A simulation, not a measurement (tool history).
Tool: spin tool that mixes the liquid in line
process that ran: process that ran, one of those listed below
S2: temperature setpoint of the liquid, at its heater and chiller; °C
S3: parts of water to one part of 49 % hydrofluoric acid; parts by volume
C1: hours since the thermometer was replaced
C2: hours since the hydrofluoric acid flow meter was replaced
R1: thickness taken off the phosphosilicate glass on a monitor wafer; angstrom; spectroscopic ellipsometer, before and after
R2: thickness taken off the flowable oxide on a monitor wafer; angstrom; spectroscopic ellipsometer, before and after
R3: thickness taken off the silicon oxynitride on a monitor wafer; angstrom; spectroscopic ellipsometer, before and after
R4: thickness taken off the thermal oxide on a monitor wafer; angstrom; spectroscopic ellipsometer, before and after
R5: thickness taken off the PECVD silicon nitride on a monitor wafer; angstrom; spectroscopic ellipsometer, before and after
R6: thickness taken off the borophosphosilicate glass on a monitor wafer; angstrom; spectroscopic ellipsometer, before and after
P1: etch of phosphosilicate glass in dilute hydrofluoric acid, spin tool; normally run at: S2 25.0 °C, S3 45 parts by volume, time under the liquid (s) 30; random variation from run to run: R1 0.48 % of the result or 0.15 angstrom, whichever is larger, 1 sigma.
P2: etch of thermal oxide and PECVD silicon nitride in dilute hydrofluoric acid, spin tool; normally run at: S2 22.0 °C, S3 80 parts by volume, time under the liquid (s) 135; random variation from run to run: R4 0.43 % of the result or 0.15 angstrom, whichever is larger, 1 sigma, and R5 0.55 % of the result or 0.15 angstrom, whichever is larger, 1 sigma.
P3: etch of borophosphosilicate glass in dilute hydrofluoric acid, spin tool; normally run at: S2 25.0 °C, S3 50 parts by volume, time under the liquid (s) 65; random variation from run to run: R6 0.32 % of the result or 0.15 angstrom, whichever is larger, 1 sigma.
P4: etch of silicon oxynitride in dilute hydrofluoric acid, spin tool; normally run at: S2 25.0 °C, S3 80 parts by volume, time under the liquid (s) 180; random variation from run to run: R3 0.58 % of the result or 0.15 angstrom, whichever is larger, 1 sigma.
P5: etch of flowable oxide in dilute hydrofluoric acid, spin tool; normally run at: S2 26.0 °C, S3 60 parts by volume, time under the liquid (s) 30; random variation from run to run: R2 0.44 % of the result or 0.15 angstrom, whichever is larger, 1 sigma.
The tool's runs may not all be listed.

Run 1, hour 14.1: process that ran P1, S2 25.0 °C, S3 45 parts by volume, time under the liquid (s) 30; C1 423.5; C2 1404.4. Result: R1 882.37 angstrom.
Run 2, hour 29.5: process that ran P1, S2 20.5 °C, S3 45 parts by volume, time under the liquid (s) 30; C1 438.9; C2 1419.8. Result: R1 734.35 angstrom.
Run 3, hour 47.2: process that ran P5, S2 26.0 °C, S3 60 parts by volume, time under the liquid (s) 15; C1 456.6; C2 1437.5. Result: R2 102.53 angstrom.
Run 4, hour 57.7: process that ran P4, S2 25.0 °C, S3 80 parts by volume, time under the liquid (s) 180; C1 467.1; C2 1448.0. Result: R3 34.636 angstrom.
Run 5, hour 69.7: process that ran P2, S2 17.0 °C, S3 80 parts by volume, time under the liquid (s) 135; C1 479.1; C2 1460.0. Result: R4 58.052 angstrom, R5 29.504 angstrom.
Run 6, hour 78.6: process that ran P1, S2 33.0 °C, S3 45 parts by volume, time under the liquid (s) 30; C1 488.0; C2 1468.9. Result: R1 1212.40 angstrom.
Run 7, hour 89.0: process that ran P4, S2 18.0 °C, S3 80 parts by volume, time under the liquid (s) 180; C1 498.4; C2 1479.3. Result: R3 24.495 angstrom.
Run 8, hour 103.2: process that ran P1, S2 25.0 °C, S3 45 parts by volume, time under the liquid (s) 60; C1 512.6; C2 1493.5. Result: R1 1764.70 angstrom.
Run 9, hour 112.2: process that ran P1, S2 25.0 °C, S3 30 parts by volume, time under the liquid (s) 30; C1 521.6; C2 1502.5. Result: R1 1348.60 angstrom.
Run 10, hour 128.5: process that ran P2, S2 22.0 °C, S3 80 parts by volume, time under the liquid (s) 135; C1 537.9; C2 1518.8. Result: R4 71.368 angstrom, R5 41.814 angstrom.
Run 11, hour 139.0: process that ran P1, S2 20.5 °C, S3 75 parts by volume, time under the liquid (s) 30; C1 548.4; C2 1529.3. Result: R1 420.94 angstrom.
Run 12, hour 151.1: process that ran P3, S2 25.0 °C, S3 50 parts by volume, time under the liquid (s) 30; C1 560.5; C2 1541.4. Result: R6 170.62 angstrom.
Run 13, hour 159.1: process that ran P4, S2 25.0 °C, S3 80 parts by volume, time under the liquid (s) 280; C1 568.5; C2 1549.4. Result: R3 54.354 angstrom.
Run 14, hour 167.0: process that ran P1, S2 25.0 °C, S3 45 parts by volume, time under the liquid (s) 30; C1 576.4; C2 1557.3. Result: R1 880.49 angstrom.
Run 15, hour 176.6: process that ran P3, S2 29.5 °C, S3 50 parts by volume, time under the liquid (s) 65; C1 586.0; C2 1566.9. Result: R6 445.15 angstrom.
Run 16, hour 184.8: process that ran P2, S2 22.0 °C, S3 110 parts by volume, time under the liquid (s) 135; C1 594.2; C2 1575.1. Result: R4 50.418 angstrom, R5 30.555 angstrom.
Run 17, hour 200.2: process that ran P4, S2 25.0 °C, S3 45 parts by volume, time under the liquid (s) 180; C1 609.6; C2 1590.5. Result: R3 63.608 angstrom.
Run 18, hour 208.8: process that ran P3, S2 25.0 °C, S3 85 parts by volume, time under the liquid (s) 65; C1 618.2; C2 1599.1. Result: R6 209.56 angstrom.
Run 19, hour 223.4: process that ran P1, S2 25.0 °C, S3 65 parts by volume, time under the liquid (s) 30; C1 632.8; C2 1613.7. Result: R1 589.40 angstrom.
Run 20, hour 239.9: process that ran P1, S2 25.0 °C, S3 45 parts by volume, time under the liquid (s) 15; C1 649.3; C2 1630.2. Result: R1 444.05 angstrom.
Run 21, hour 248.1: process that ran P1, S2 25.0 °C, S3 45 parts by volume, time under the liquid (s) 30; C1 657.5; C2 1638.4. Result: R1 882.44 angstrom.
Run 22, hour 263.1: process that ran P3, S2 25.0 °C, S3 50 parts by volume, time under the liquid (s) 65; C1 672.5; C2 1653.4. Result: R6 371.97 angstrom.
Run 23, hour 271.7: process that ran P5, S2 26.0 °C, S3 25 parts by volume, time under the liquid (s) 30; C1 681.1; C2 1662.0. Result: R2 514.10 angstrom.
Run 24, hour 286.3: process that ran P3, S2 25.0 °C, S3 50 parts by volume, time under the liquid (s) 65; C1 695.7; C2 1676.6. Result: R6 370.42 angstrom.
Run 25, hour 298.3: process that ran P5, S2 26.0 °C, S3 60 parts by volume, time under the liquid (s) 30; C1 707.7; C2 1688.6. Result: R2 204.10 angstrom.
Run 26, hour 314.3: process that ran P4, S2 25.0 °C, S3 80 parts by volume, time under the liquid (s) 180; C1 723.7; C2 1704.6. Result: R3 34.586 angstrom.
At hour 315.5: thermometer replaced.
Run 27, hour 325.2: process that ran P1, S2 25.0 °C, S3 45 parts by volume, time under the liquid (s) 30; C1 9.8; C2 1715.5. Result: R1 881.00 angstrom.
Run 28, hour 341.4: process that ran P2, S2 22.0 °C, S3 80 parts by volume, time under the liquid (s) 225; C1 26.0; C2 1731.7. Result: R4 119.200 angstrom, R5 69.587 angstrom.
Run 29, hour 351.7: process that ran P1, S2 18.0 °C, S3 45 parts by volume, time under the liquid (s) 60; C1 36.3; C2 1742.0. Result: R1 1319.80 angstrom.
Run 30, hour 366.5: process that ran P1, S2 25.0 °C, S3 45 parts by volume, time under the liquid (s) 30; C1 51.1; C2 1756.8. Result: R1 888.41 angstrom.
Run 31, hour 376.6: process that ran P5, S2 31.0 °C, S3 60 parts by volume, time under the liquid (s) 30; C1 61.2; C2 1766.9. Result: R2 246.39 angstrom.
Run 32, hour 393.3: process that ran P1, S2 25.0 °C, S3 45 parts by volume, time under the liquid (s) 30; C1 77.9; C2 1783.6. Result: R1 886.21 angstrom.
Run 33, hour 402.8: process that ran P1, S2 25.0 °C, S3 45 parts by volume, time under the liquid (s) 30; C1 87.4; C2 1793.1. Result: R1 862.40 angstrom.
Run 34, hour 412.0: process that ran P1, S2 25.0 °C, S3 45 parts by volume, time under the liquid (s) 30; C1 96.6; C2 1802.3. Result: R1 844.86 angstrom.
Run 35, hour 428.7: process that ran P1, S2 25.0 °C, S3 45 parts by volume, time under the liquid (s) 30; C1 113.3; C2 1819.0. Result: R1 831.50 angstrom.
Run 36, hour 440.0: process that ran P1, S2 25.0 °C, S3 45 parts by volume, time under the liquid (s) 30; C1 124.6; C2 1830.3. Result: R1 826.23 angstrom.
Run 37, hour 457.3: process that ran P1, S2 25.0 °C, S3 45 parts by volume, time under the liquid (s) 30; C1 141.9; C2 1847.6. Result: R1 806.56 angstrom.
Run 38, hour 466.6: process that ran P1, S2 25.0 °C, S3 45 parts by volume, time under the liquid (s) 30; C1 151.2; C2 1856.9. Result: R1 805.73 angstrom.
Run 39, hour 479.8: process that ran P1, S2 25.0 °C, S3 45 parts by volume, time under the liquid (s) 30; C1 164.4; C2 1870.1. Result: R1 800.26 angstrom.
Run 40, hour 493.0: process that ran P1, S2 25.0 °C, S3 45 parts by volume, time under the liquid (s) 30; C1 177.6; C2 1883.3. Result: R1 808.63 angstrom.
Run 41, hour 505.0: process that ran P1, S2 25.0 °C, S3 45 parts by volume, time under the liquid (s) 30; C1 189.6; C2 1895.3. Result: R1 802.43 angstrom.
Run 42, hour 516.9: process that ran P1, S2 25.0 °C, S3 45 parts by volume, time under the liquid (s) 30; C1 201.5; C2 1907.2. Result: R1 797.02 angstrom.
Run 43, hour 525.6: process that ran P1, S2 25.0 °C, S3 45 parts by volume, time under the liquid (s) 30; C1 210.2; C2 1915.9. Result: R1 808.59 angstrom.

What P1 gives has crept away from where it was. These 2 causes fit the log equally well, each at the size given:
A: liquid colder than its thermometer reads (K) = 2.45
B: hydrofluoric acid flow below the setpoint (%) = 9.08
The creep began at about hour 393.3.

4 check runs are offered, one wafer each, their results left as question marks. Which one tells the causes apart?
Run check 1, hour 534.3: process that ran P4, S2 25.0 °C, S3 80 parts by volume, time under the liquid (s) 180. Result: R3 ?.
Run check 2, hour 534.3: process that ran P2, S2 22.0 °C, S3 80 parts by volume, time under the liquid (s) 135. Result: R4 ?, R5 ?.
Run check 3, hour 534.3: process that ran P3, S2 25.0 °C, S3 50 parts by volume, time under the liquid (s) 65. Result: R6 ?.
Run check 4, hour 534.3: process that ran P5, S2 26.0 °C, S3 60 parts by volume, time under the liquid (s) 30. Result: R2 ?.

What each check would give under each cause:
  check  result    if A    if B
check 1      R3  30.797  31.271
check 2      R4  64.442  64.216
check 2      R5  35.386  38.094
check 3      R6  334.97  334.68
check 4      R2  184.98  184.25
How far apart the two closest causes lie, in the result that separates them most: check 1 1.53 %; check 2 7.37 %; check 3 0.09 %; check 4 0.39 %
Check 2 tells the causes apart: in the others they would give nearly the same result.

Then check 2 was run and gave: R4 64.495 angstrom; R5 38.159 angstrom. Which cause is it?

It is B: hydrofluoric acid flow below the setpoint (%).
